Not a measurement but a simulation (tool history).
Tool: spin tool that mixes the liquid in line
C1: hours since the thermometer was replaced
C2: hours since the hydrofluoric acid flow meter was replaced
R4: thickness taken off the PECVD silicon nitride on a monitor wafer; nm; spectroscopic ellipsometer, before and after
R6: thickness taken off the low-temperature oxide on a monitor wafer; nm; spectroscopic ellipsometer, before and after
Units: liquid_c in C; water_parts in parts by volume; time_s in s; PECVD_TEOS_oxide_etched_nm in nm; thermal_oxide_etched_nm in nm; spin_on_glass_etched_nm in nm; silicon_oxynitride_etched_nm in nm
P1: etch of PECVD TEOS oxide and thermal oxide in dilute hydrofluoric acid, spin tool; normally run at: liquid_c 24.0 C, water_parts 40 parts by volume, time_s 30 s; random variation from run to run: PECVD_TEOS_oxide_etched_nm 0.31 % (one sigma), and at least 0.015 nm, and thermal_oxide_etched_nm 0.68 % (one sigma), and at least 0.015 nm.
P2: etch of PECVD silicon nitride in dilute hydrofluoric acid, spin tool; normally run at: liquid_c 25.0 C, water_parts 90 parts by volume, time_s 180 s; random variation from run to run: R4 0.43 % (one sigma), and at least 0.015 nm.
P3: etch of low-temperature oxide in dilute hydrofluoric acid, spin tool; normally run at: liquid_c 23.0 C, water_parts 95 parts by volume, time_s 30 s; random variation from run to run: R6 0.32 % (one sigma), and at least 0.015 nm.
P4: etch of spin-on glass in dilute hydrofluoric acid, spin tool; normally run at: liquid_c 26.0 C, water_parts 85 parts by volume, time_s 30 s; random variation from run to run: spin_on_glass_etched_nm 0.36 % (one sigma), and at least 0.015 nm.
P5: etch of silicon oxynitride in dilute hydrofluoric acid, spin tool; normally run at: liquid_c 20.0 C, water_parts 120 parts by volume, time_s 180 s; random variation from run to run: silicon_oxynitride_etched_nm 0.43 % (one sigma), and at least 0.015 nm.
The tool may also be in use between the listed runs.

{"run": 1, "hour": 9.5, "process": "P1", "liquid_c": 24.0, "water_parts": 40, "time_s": 30, "C1": 1115.7, "C2": 312.8, "PECVD_TEOS_oxide_etched_nm": 13.881, "thermal_oxide_etched_nm": 3.8798}
{"run": 2, "hour": 27.4, "process": "P4", "liquid_c": 19.5, "water_parts": 85, "time_s": 30, "C1": 1133.6, "C2": 330.7, "spin_on_glass_etched_nm": 11.675}
{"run": 3, "hour": 36.2, "process": "P2", "liquid_c": 25.0, "water_parts": 90, "time_s": 180, "C1": 1142.4, "C2": 339.5, "R4": 4.9263}
{"run": 4, "hour": 54.5, "process": "P5", "liquid_c": 20.0, "water_parts": 120, "time_s": 50, "C1": 1160.7, "C2": 357.8, "silicon_oxynitride_etched_nm": 1.6284}
{"run": 5, "hour": 72.1, "process": "P1", "liquid_c": 24.0, "water_parts": 60, "time_s": 30, "C1": 1178.3, "C2": 375.4, "PECVD_TEOS_oxide_etched_nm": 9.0427, "thermal_oxide_etched_nm": 2.5479}
{"run": 6, "hour": 84.5, "process": "P3", "liquid_c": 23.0, "water_parts": 95, "time_s": 30, "C1": 1190.7, "C2": 387.8, "R6": 10.3}
{"run": 7, "hour": 101.4, "process": "P2", "liquid_c": 25.0, "water_parts": 30, "time_s": 180, "C1": 1207.6, "C2": 404.7, "R4": 14.386}
{"run": 8, "hour": 113.6, "process": "P4", "liquid_c": 26.0, "water_parts": 45, "time_s": 30, "C1": 1219.8, "C2": 416.9, "spin_on_glass_etched_nm": 30.393}
{"run": 9, "hour": 132.2, "process": "P3", "liquid_c": 23.0, "water_parts": 95, "time_s": 30, "C1": 1238.4, "C2": 435.5, "R6": 10.326}
{"run": 10, "hour": 149.6, "process": "P1", "liquid_c": 24.0, "water_parts": 40, "time_s": 30, "C1": 1255.8, "C2": 452.9, "PECVD_TEOS_oxide_etched_nm": 13.927, "thermal_oxide_etched_nm": 3.9594}
{"run": 11, "hour": 160.8, "process": "P1", "liquid_c": 24.0, "water_parts": 25, "time_s": 15, "C1": 1267.0, "C2": 464.1, "PECVD_TEOS_oxide_etched_nm": 11.35, "thermal_oxide_etched_nm": 3.2554}
{"run": 12, "hour": 172.1, "process": "P3", "liquid_c": 23.0, "water_parts": 135, "time_s": 30, "C1": 1278.3, "C2": 475.4, "R6": 6.9029}
{"run": 13, "hour": 186.3, "process": "P1", "liquid_c": 20.0, "water_parts": 40, "time_s": 15, "C1": 1292.5, "C2": 489.6, "PECVD_TEOS_oxide_etched_nm": 5.851, "thermal_oxide_etched_nm": 1.6553}
{"run": 14, "hour": 195.1, "process": "P1", "liquid_c": 24.0, "water_parts": 20, "time_s": 30, "C1": 1301.3, "C2": 498.4, "PECVD_TEOS_oxide_etched_nm": 28.544, "thermal_oxide_etched_nm": 8.108}
{"run": 15, "hour": 209.4, "process": "P1", "liquid_c": 24.0, "water_parts": 40, "time_s": 30, "C1": 1315.6, "C2": 512.7, "PECVD_TEOS_oxide_etched_nm": 13.87, "thermal_oxide_etched_nm": 3.9372}
{"run": 16, "hour": 223.1, "process": "P1", "liquid_c": 31.0, "water_parts": 20, "time_s": 30, "C1": 1329.3, "C2": 526.4, "PECVD_TEOS_oxide_etched_nm": 38.256, "thermal_oxide_etched_nm": 10.841}
{"run": 17, "hour": 239.7, "process": "P2", "liquid_c": 25.0, "water_parts": 90, "time_s": 180, "C1": 1345.9, "C2": 543.0, "R4": 4.8997}
{"run": 18, "hour": 258.5, "process": "P5", "liquid_c": 20.0, "water_parts": 65, "time_s": 180, "C1": 1364.7, "C2": 561.8, "silicon_oxynitride_etched_nm": 11.186}
{"run": 19, "hour": 272.1, "process": "P4", "liquid_c": 26.0, "water_parts": 85, "time_s": 15, "C1": 1378.3, "C2": 575.4, "spin_on_glass_etched_nm": 7.5309}
{"run": 20, "hour": 289.4, "process": "P5", "liquid_c": 20.0, "water_parts": 120, "time_s": 180, "C1": 1395.6, "C2": 592.7, "silicon_oxynitride_etched_nm": 5.8706}
{"run": 21, "hour": 299.3, "process": "P1", "liquid_c": 24.0, "water_parts": 40, "time_s": 30, "C1": 1405.5, "C2": 602.6, "PECVD_TEOS_oxide_etched_nm": 13.915, "thermal_oxide_etched_nm": 3.9906}
{"run": 22, "hour": 311.7, "process": "P2", "liquid_c": 25.0, "water_parts": 90, "time_s": 355, "C1": 1417.9, "C2": 615.0, "R4": 9.7003}
{"run": 23, "hour": 323.2, "process": "P3", "liquid_c": 23.0, "water_parts": 95, "time_s": 15, "C1": 1429.4, "C2": 626.5, "R6": 5.1487}
{"run": 24, "hour": 331.8, "process": "P1", "liquid_c": 24.0, "water_parts": 40, "time_s": 30, "C1": 1438.0, "C2": 635.1, "PECVD_TEOS_oxide_etched_nm": 14.033, "thermal_oxide_etched_nm": 3.9443}
{"run": 25, "hour": 346.7, "process": "P1", "liquid_c": 24.0, "water_parts": 40, "time_s": 15, "C1": 1452.9, "C2": 650.0, "PECVD_TEOS_oxide_etched_nm": 6.9374, "thermal_oxide_etched_nm": 1.9635}
{"run": 26, "hour": 361.4, "process": "P5", "liquid_c": 20.0, "water_parts": 120, "time_s": 180, "C1": 1467.6, "C2": 664.7, "silicon_oxynitride_etched_nm": 5.8711}
{"run": 27, "hour": 375.0, "process": "P1", "liquid_c": 20.0, "water_parts": 40, "time_s": 30, "C1": 1481.2, "C2": 678.3, "PECVD_TEOS_oxide_etched_nm": 11.726, "thermal_oxide_etched_nm": 3.3322}
{"run": 28, "hour": 393.4, "process": "P1", "liquid_c": 24.0, "water_parts": 40, "time_s": 50, "C1": 1499.6, "C2": 696.7, "PECVD_TEOS_oxide_etched_nm": 23.229, "thermal_oxide_etched_nm": 6.5419}
{"run": 29, "hour": 406.9, "process": "P1", "liquid_c": 27.5, "water_parts": 40, "time_s": 30, "C1": 1513.1, "C2": 710.2, "PECVD_TEOS_oxide_etched_nm": 16.084, "thermal_oxide_etched_nm": 4.5212}
{"run": 30, "hour": 424.1, "process": "P3", "liquid_c": 17.0, "water_parts": 95, "time_s": 30, "C1": 1530.3, "C2": 727.4, "R6": 8.1186}
{"run": 31, "hour": 436.0, "process": "P2", "liquid_c": 18.5, "water_parts": 90, "time_s": 180, "C1": 1542.2, "C2": 739.3, "R4": 3.1337}
{"run": 32, "hour": 445.2, "process": "P4", "liquid_c": 26.0, "water_parts": 85, "time_s": 30, "C1": 1551.4, "C2": 748.5, "spin_on_glass_etched_nm": 15.174}
{"run": 33, "hour": 453.8, "process": "P5", "liquid_c": 26.5, "water_parts": 120, "time_s": 180, "C1": 1560.0, "C2": 757.1, "silicon_oxynitride_etched_nm": 7.8706}
{"run": 34, "hour": 468.6, "process": "P4", "liquid_c": 26.0, "water_parts": 85, "time_s": 30, "C1": 1574.8, "C2": 771.9, "spin_on_glass_etched_nm": 15.192}
{"run": 35, "hour": 480.5, "process": "P1", "liquid_c": 24.0, "water_parts": 40, "time_s": 30, "C1": 1586.7, "C2": 783.8, "PECVD_TEOS_oxide_etched_nm": 13.926, "thermal_oxide_etched_nm": 3.971}
{"run": 36, "hour": 490.6, "process": "P1", "liquid_c": 24.0, "water_parts": 40, "time_s": 30, "C1": 1596.8, "C2": 793.9, "PECVD_TEOS_oxide_etched_nm": 14.292, "thermal_oxide_etched_nm": 4.0045}
{"run": 37, "hour": 506.3, "process": "P1", "liquid_c": 24.0, "water_parts": 40, "time_s": 30, "C1": 1612.5, "C2": 809.6, "PECVD_TEOS_oxide_etched_nm": 14.52, "thermal_oxide_etched_nm": 4.1195}
{"run": 38, "hour": 520.5, "process": "P1", "liquid_c": 24.0, "water_parts": 40, "time_s": 30, "C1": 1626.7, "C2": 823.8, "PECVD_TEOS_oxide_etched_nm": 14.604, "thermal_oxide_etched_nm": 4.1574}
{"run": 39, "hour": 533.2, "process": "P1", "liquid_c": 24.0, "water_parts": 40, "time_s": 30, "C1": 1639.4, "C2": 836.5, "PECVD_TEOS_oxide_etched_nm": 14.648, "thermal_oxide_etched_nm": 4.2106}
{"run": 40, "hour": 551.3, "process": "P1", "liquid_c": 24.0, "water_parts": 40, "time_s": 30, "C1": 1657.5, "C2": 854.6, "PECVD_TEOS_oxide_etched_nm": 14.713, "thermal_oxide_etched_nm": 4.0911}

Run 41 comes next. What will it give?
{"run": 41, "hour": 565.1, "process": "P1", "liquid_c": 24.0, "water_parts": 40, "time_s": 30, "C1": 1671.3, "C2": 868.4, "PECVD_TEOS_oxide_etched_nm": "?", "thermal_oxide_etched_nm": "?"}

Run 41 gave PECVD_TEOS_oxide_etched_nm 14.7010 nm, thermal_oxide_etched_nm 4.1728 nm.
